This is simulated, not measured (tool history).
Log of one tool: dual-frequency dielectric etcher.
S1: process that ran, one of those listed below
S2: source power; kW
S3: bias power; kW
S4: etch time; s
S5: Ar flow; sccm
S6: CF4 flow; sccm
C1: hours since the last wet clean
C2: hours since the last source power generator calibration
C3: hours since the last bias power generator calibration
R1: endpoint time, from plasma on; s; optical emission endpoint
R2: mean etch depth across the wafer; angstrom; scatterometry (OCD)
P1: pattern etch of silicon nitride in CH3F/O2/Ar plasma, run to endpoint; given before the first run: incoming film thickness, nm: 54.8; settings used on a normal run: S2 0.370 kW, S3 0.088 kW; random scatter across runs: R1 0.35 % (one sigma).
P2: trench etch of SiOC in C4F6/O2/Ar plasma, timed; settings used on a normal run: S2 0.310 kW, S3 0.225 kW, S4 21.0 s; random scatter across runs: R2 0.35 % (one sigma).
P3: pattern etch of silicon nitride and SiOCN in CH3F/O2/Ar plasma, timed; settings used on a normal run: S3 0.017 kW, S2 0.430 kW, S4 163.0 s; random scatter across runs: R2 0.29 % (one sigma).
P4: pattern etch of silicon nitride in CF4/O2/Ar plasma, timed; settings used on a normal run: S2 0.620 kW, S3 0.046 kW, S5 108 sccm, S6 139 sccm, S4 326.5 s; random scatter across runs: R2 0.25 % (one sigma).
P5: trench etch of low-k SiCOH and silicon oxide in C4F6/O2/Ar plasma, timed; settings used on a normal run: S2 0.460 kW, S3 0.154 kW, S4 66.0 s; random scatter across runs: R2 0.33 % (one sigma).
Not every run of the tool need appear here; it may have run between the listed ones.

Run 1, day 0.271: S1 P1, S2 0.370 kW, S3 0.088 kW; C1 290.4; C2 933.6; C3 745.4. Result: R1 77.347 s.
Run 2, day 0.546: S1 P3, S2 0.430 kW, S3 0.017 kW, S4 206.0 s; C1 297.0; C2 940.2; C3 752.0. Result: R2 254.69 angstrom.
Run 3, day 0.708: S1 P1, S2 0.370 kW, S3 0.088 kW; C1 300.9; C2 944.1; C3 755.9. Result: R1 77.884 s.
Run 4, day 0.854: S1 P4, S2 0.620 kW, S3 0.046 kW, S4 439.0 s, S5 108 sccm, S6 139 sccm; C1 304.4; C2 947.6; C3 759.4. Result: R2 9855.40 angstrom.
Run 5, day 1.129: S1 P1, S2 0.500 kW, S3 0.088 kW; C1 311.0; C2 954.2; C3 766.0. Result: R1 69.199 s.
Run 6, day 1.371: S1 P1, S2 0.370 kW, S3 0.088 kW; C1 316.8; C2 960.0; C3 771.8. Result: R1 78.257 s.
Run 7, day 1.571: S1 P1, S2 0.370 kW, S3 0.088 kW; C1 321.6; C2 964.8; C3 776.6. Result: R1 77.641 s.
At day 1.700: bias power generator calibrated.
Run 8, day 1.838: S1 P5, S2 0.460 kW, S3 0.154 kW, S4 66.0 s; C1 328.0; C2 971.2; C3 3.3. Result: R2 2123.50 angstrom.
Run 9, day 2.000: S1 P1, S2 0.260 kW, S3 0.088 kW; C1 331.9; C2 975.1; C3 7.2. Result: R1 88.537 s.
Run 10, day 2.229: S1 P4, S2 0.890 kW, S3 0.046 kW, S4 326.5 s, S5 108 sccm, S6 139 sccm; C1 337.4; C2 980.6; C3 12.7. Result: R2 10109.00 angstrom.
Run 11, day 2.508: S1 P2, S2 0.200 kW, S3 0.225 kW, S4 21.0 s; C1 344.1; C2 987.3; C3 19.4. Result: R2 355.43 angstrom.
Run 12, day 2.704: S1 P5, S2 0.460 kW, S3 0.203 kW, S4 66.0 s; C1 348.8; C2 992.0; C3 24.1. Result: R2 2307.90 angstrom.
Run 13, day 2.892: S1 P5, S2 0.320 kW, S3 0.154 kW, S4 66.0 s; C1 353.3; C2 996.5; C3 28.6. Result: R2 1836.60 angstrom.
Run 14, day 3.088: S1 P2, S2 0.310 kW, S3 0.174 kW, S4 21.0 s; C1 358.0; C2 1001.2; C3 33.3. Result: R2 387.08 angstrom.
Run 15, day 3.317: S1 P4, S2 0.620 kW, S3 0.046 kW, S4 326.5 s, S5 108 sccm, S6 139 sccm; C1 363.5; C2 1006.7; C3 38.8. Result: R2 7336.80 angstrom.
Run 16, day 3.579: S1 P4, S2 0.620 kW, S3 0.058 kW, S4 326.5 s, S5 108 sccm, S6 139 sccm; C1 369.8; C2 1013.0; C3 45.1. Result: R2 7988.90 angstrom.
Run 17, day 3.783: S1 P2, S2 0.310 kW, S3 0.225 kW, S4 21.0 s; C1 374.7; C2 1017.9; C3 50.0. Result: R2 422.45 angstrom.
Run 18, day 3.921: S1 P4, S2 0.620 kW, S3 0.046 kW, S4 326.5 s, S5 108 sccm, S6 82 sccm; C1 378.0; C2 1021.2; C3 53.3. Result: R2 6862.60 angstrom.
Run 19, day 4.062: S1 P1, S2 0.370 kW, S3 0.088 kW; C1 381.4; C2 1024.6; C3 56.7. Result: R1 78.112 s.
Run 20, day 4.217: S1 P4, S2 0.620 kW, S3 0.046 kW, S4 326.5 s, S5 132 sccm, S6 139 sccm; C1 385.1; C2 1028.3; C3 60.4. Result: R2 7160.90 angstrom.
Run 21, day 4.408: S1 P1, S2 0.450 kW, S3 0.114 kW; C1 389.7; C2 1032.9; C3 65.0. Result: R1 65.667 s.
Run 22, day 4.679: S1 P1, S2 0.370 kW, S3 0.059 kW; C1 396.2; C2 1039.4; C3 71.5. Result: R1 89.326 s.
Run 23, day 4.871: S1 P1, S2 0.370 kW, S3 0.088 kW; C1 400.8; C2 1044.0; C3 76.1. Result: R1 77.500 s.
Run 24, day 5.029: S1 P1, S2 0.370 kW, S3 0.112 kW; C1 404.6; C2 1047.8; C3 79.9. Result: R1 70.978 s.
Run 25, day 5.167: S1 P2, S2 0.310 kW, S3 0.225 kW, S4 14.0 s; C1 407.9; C2 1051.1; C3 83.2. Result: R2 280.57 angstrom.
Run 26, day 5.329: S1 P5, S2 0.460 kW, S3 0.154 kW, S4 42.5 s; C1 411.8; C2 1055.0; C3 87.1. Result: R2 1351.90 angstrom.
Run 27, day 5.546: S1 P3, S2 0.430 kW, S3 0.017 kW, S4 163.0 s; C1 417.0; C2 1060.2; C3 92.3. Result: R2 200.42 angstrom.
Run 28, day 5.838: S1 P3, S2 0.430 kW, S3 0.021 kW, S4 163.0 s; C1 424.0; C2 1067.2; C3 99.3. Result: R2 218.95 angstrom.
Run 29, day 6.038: S1 P3, S2 0.430 kW, S3 0.017 kW, S4 163.0 s; C1 428.8; C2 1072.0; C3 104.1. Result: R2 200.41 angstrom.
Run 30, day 6.196: S1 P3, S2 0.600 kW, S3 0.017 kW, S4 163.0 s; C1 432.6; C2 1075.8; C3 107.9. Result: R2 226.96 angstrom.
Run 31, day 6.417: S1 P1, S2 0.280 kW, S3 0.112 kW; C1 437.9; C2 1081.1; C3 113.2. Result: R1 78.220 s.
Run 32, day 6.696: S1 P1, S2 0.370 kW, S3 0.088 kW; C1 444.6; C2 1087.8; C3 119.9. Result: R1 78.163 s.
Run 33, day 6.879: S1 P1, S2 0.370 kW, S3 0.088 kW; C1 449.0; C2 1092.2; C3 124.3. Result: R1 77.956 s.
Run 34, day 7.150: S1 P1, S2 0.370 kW, S3 0.088 kW; C1 455.5; C2 1098.7; C3 130.8. Result: R1 78.680 s.
At day 7.321: wet clean of the chamber.
Run 35, day 7.388: S1 P1, S2 0.370 kW, S3 0.088 kW; C1 1.7; C2 1104.4; C3 136.5. Result: R1 78.971 s.
Run 36, day 7.617: S1 P1, S2 0.370 kW, S3 0.088 kW; C1 7.2; C2 1109.9; C3 142.0. Result: R1 79.129 s.
Run 37, day 7.867: S1 P1, S2 0.370 kW, S3 0.088 kW; C1 13.2; C2 1115.9; C3 148.0. Result: R1 79.800 s.
Run 38, day 8.046: S1 P1, S2 0.370 kW, S3 0.088 kW; C1 17.5; C2 1120.2; C3 152.3. Result: R1 79.348 s.
Run 39, day 8.179: S1 P1, S2 0.370 kW, S3 0.088 kW; C1 20.7; C2 1123.4; C3 155.5. Result: R1 79.385 s.
Run 40, day 8.342: S1 P1, S2 0.370 kW, S3 0.088 kW; C1 24.6; C2 1127.3; C3 159.4. Result: R1 79.139 s.

What P1 gives has crept away from where it was. These 2 causes fit the log equally well, each at the size given:
A: source power that arrives under what is set, % = 4.63
B: bias power that arrives under what is set, % = 4.83
The gradual shift began around day 6.696.
Ruled out, with reasons:
chamber walls in a state that lowers the etch rate, %: serviced at day 7.321, after the drift had started, without restoring the earlier output

Question marks stand in for the results of the 4 check runs listed below, each run on one wafer. Under which run would the listed causes show clearly different results?
Run check 1, day 8.504: S1 P5, S2 0.460 kW, S3 0.154 kW, S4 66.0 s. Result: R2 ?.
Run check 2, day 8.504: S1 P3, S2 0.430 kW, S3 0.017 kW, S4 163.0 s. Result: R2 ?.
Run check 3, day 8.504: S1 P4, S2 0.620 kW, S3 0.046 kW, S4 326.5 s, S5 108 sccm, S6 139 sccm. Result: R2 ?.
Run check 4, day 8.504: S1 P2, S2 0.310 kW, S3 0.225 kW, S4 21.0 s. Result: R2 ?.

What every check run would give for each of its results, assuming each possible cause in turn:
  check  result     if A     if B
check 1      R2  2074.80  2082.80
check 2      R2   197.61   196.90
check 3      R2  7043.00  7217.10
check 4      R2   413.85   414.47
Smallest distance between any two causes, each pair judged by its most separating result, in per cent: check 1 0.39 %; check 2 0.36 %; check 3 2.44 %; check 4 0.15 %
Check 3 is the one run that separates the causes; every other check would come out nearly the same whichever cause is at work.

Check 3 has now been run. It gave: R2 7022.30 angstrom. Which of the candidate causes is it?

Of the candidate causes, it is A: source power that arrives under what is set, %.

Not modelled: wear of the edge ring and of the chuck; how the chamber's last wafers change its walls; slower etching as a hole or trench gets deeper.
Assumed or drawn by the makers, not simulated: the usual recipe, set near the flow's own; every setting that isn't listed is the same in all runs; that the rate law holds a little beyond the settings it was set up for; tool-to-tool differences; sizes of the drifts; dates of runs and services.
